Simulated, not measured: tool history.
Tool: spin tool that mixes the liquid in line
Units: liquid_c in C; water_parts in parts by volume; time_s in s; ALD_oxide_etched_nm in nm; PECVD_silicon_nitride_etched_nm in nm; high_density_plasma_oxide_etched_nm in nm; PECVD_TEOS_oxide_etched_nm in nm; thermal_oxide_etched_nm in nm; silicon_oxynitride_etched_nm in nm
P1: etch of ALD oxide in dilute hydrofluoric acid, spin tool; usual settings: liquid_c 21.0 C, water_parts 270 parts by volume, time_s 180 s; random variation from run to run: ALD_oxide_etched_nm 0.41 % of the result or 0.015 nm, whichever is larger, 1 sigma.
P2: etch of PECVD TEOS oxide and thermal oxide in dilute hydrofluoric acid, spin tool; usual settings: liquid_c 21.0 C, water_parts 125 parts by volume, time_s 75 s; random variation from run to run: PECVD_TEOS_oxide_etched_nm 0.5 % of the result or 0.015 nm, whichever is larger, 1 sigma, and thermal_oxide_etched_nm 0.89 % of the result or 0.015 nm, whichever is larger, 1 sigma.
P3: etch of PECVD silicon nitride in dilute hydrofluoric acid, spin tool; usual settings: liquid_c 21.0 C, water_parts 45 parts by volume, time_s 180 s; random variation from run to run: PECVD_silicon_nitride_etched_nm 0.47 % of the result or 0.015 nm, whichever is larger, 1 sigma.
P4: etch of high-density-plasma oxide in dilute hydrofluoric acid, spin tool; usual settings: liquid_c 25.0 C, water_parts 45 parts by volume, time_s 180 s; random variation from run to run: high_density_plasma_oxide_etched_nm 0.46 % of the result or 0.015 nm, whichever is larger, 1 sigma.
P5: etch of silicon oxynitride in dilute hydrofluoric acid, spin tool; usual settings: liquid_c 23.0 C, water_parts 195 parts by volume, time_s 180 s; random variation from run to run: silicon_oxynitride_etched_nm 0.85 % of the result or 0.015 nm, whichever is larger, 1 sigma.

run	day	process	liquid_c	water_parts	time_s	hours since the thermometer was replaced	hours since the hydrofluoric acid flow meter was replaced	ALD_oxide_etched_nm	PECVD_silicon_nitride_etched_nm	high_density_plasma_oxide_etched_nm	PECVD_TEOS_oxide_etched_nm	thermal_oxide_etched_nm	silicon_oxynitride_etched_nm
1	0.700	P1	21.0	270	180	286.5	1069.1	13.7650					
2	1.462	P1	21.0	270	180	304.8	1087.4	13.6340					
3	2.233	P3	21.0	45	180	323.3	1105.9		6.5189				
4	2.875	P1	17.0	270	345	338.7	1121.3	22.6940					
5	3.583	P1	17.0	270	180	355.7	1138.3	11.8090					
6	4.333	P4	25.0	25	180	373.7	1156.3			50.4430			
7	5.100	P4	33.0	45	180	392.1	1174.7			37.2470			
8	5.704	P1	21.0	270	180	406.6	1189.2	13.7750					
9	6.104	P2	21.0	125	75	416.2	1198.8				9.3874	2.2705	
10	6.567	P3	21.0	45	180	427.3	1209.9		6.5032				
11	7.300	P5	23.0	100	180	444.9	1227.5						5.6412
12	7.742	P1	17.0	270	345	455.5	1238.1	22.5440					
13	8.375	P3	17.0	45	180	470.7	1253.3		4.9269				
14	8.954	P3	21.0	45	30	484.6	1267.2		1.0820				
15	9.462	P1	21.0	270	330	496.8	1279.4	25.2140					
16	10.008	P4	25.0	45	180	509.9	1292.5			27.3100			
17	10.654	P1	27.0	270	180	525.4	1308.0	17.0550					
18	11.417	P1	21.0	50	180	543.7	1326.3	93.7020					
19	11.896	P4	25.0	45	15	555.2	1337.8			2.2767			
20	12.333	P4	25.0	45	180	565.7	1348.3			27.3650			
21	12.712	P5	23.0	195	320	574.8	1357.4						4.8319
22	13.125	P2	26.5	125	75	584.7	1367.3				11.7020	2.8663	
23	13.696	P1	21.0	270	180	598.4	1381.0	13.6780					
24	14.488	P1	21.0	420	265	617.4	1400.0	11.3800					
25	14.867	P5	23.0	195	180	626.5	1409.1						2.7270
26	15.558	P1	21.0	415	180	643.1	1425.7	7.8378					
27	16.246	P5	28.0	195	180	659.6	1442.2						3.4332
28	16.912	P1	21.0	270	180	675.6	1458.2	13.7400					

Forecast run 29:
29	17.496	P1	21.0	270	55	689.6	1472.2	?					

{"run 29": {"ALD_oxide_etched_nm": 4.2024}}

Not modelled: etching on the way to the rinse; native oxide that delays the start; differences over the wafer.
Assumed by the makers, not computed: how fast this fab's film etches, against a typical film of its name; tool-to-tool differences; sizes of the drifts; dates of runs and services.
